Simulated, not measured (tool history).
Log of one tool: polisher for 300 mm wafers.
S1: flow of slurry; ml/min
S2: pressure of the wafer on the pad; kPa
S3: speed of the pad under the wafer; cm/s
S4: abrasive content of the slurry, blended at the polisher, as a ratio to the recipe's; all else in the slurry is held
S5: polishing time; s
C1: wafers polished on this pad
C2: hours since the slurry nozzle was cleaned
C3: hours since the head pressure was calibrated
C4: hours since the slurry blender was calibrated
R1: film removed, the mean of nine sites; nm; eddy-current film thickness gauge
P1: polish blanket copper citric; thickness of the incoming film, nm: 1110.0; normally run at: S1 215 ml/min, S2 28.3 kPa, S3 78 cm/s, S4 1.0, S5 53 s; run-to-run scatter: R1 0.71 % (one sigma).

run 1 hour=8.6 | S1=215 S2=28.3 S3=78 S4=1.0 S5=53 | C1=812 C2=111.0 C3=162.9 C4=67.0 | R1=133.070
run 2 hour=16.3 | S1=215 S2=43.4 S3=78 S4=1.0 S5=53 | C1=904 C2=118.7 C3=170.6 C4=74.7 | R1=205.330
run 3 hour=25.4 | S1=130 S2=28.3 S3=50 S4=1.0 S5=53 | C1=1013 C2=127.8 C3=179.7 C4=83.8 | R1=79.778
run 4 hour=35.0 | S1=130 S2=28.3 S3=78 S4=1.0 S5=53 | C1=1129 C2=137.4 C3=189.3 C4=93.4 | R1=123.550
run 5 hour=42.1 | S1=215 S2=28.3 S3=78 S4=0.5 S5=53 | C1=1214 C2=144.5 C3=196.4 C4=100.5 | R1=115.660
run 6 hour=52.0 | S1=215 S2=16.5 S3=78 S4=1.0 S5=53 | C1=1333 C2=154.4 C3=206.3 C4=110.4 | R1=79.340
run 7 hour=57.8 | S1=215 S2=28.3 S3=78 S4=1.0 S5=53 | C1=1402 C2=160.2 C3=212.1 C4=116.2 | R1=133.310
-- hour=60.3 slurry nozzle cleaned
run 8 hour=66.4 | S1=215 S2=28.3 S3=78 S4=1.0 S5=53 | C1=1506 C2=6.2 C3=220.7 C4=124.8 | R1=135.670
run 9 hour=73.7 | S1=215 S2=28.3 S3=122 S4=1.0 S5=53 | C1=1593 C2=13.5 C3=228.0 C4=132.1 | R1=205.910
run 10 hour=84.5 | S1=320 S2=28.3 S3=78 S4=1.0 S5=53 | C1=1723 C2=24.3 C3=238.8 C4=142.9 | R1=139.130
run 11 hour=94.0 | S1=215 S2=28.3 S3=36 S4=1.0 S5=53 | C1=1837 C2=33.8 C3=248.3 C4=152.4 | R1=62.888
run 12 hour=99.6 | S1=215 S2=28.3 S3=78 S4=1.0 S5=78 | C1=1904 C2=39.4 C3=253.9 C4=158.0 | R1=195.240
run 13 hour=107.0 | S1=215 S2=28.3 S3=78 S4=1.0 S5=53 | C1=1993 C2=46.8 C3=261.3 C4=165.4 | R1=133.340
run 14 hour=117.3 | S1=215 S2=28.3 S3=78 S4=1.0 S5=24 | C1=2117 C2=57.1 C3=271.6 C4=175.7 | R1=60.748

The next listed run, before its measurement:
run 15 hour=126.7 | S1=215 S2=28.3 S3=78 S4=1.5 S5=53 | C1=2230 C2=66.5 C3=281.0 C4=185.1 | R1=?

R1: 147.400 nm

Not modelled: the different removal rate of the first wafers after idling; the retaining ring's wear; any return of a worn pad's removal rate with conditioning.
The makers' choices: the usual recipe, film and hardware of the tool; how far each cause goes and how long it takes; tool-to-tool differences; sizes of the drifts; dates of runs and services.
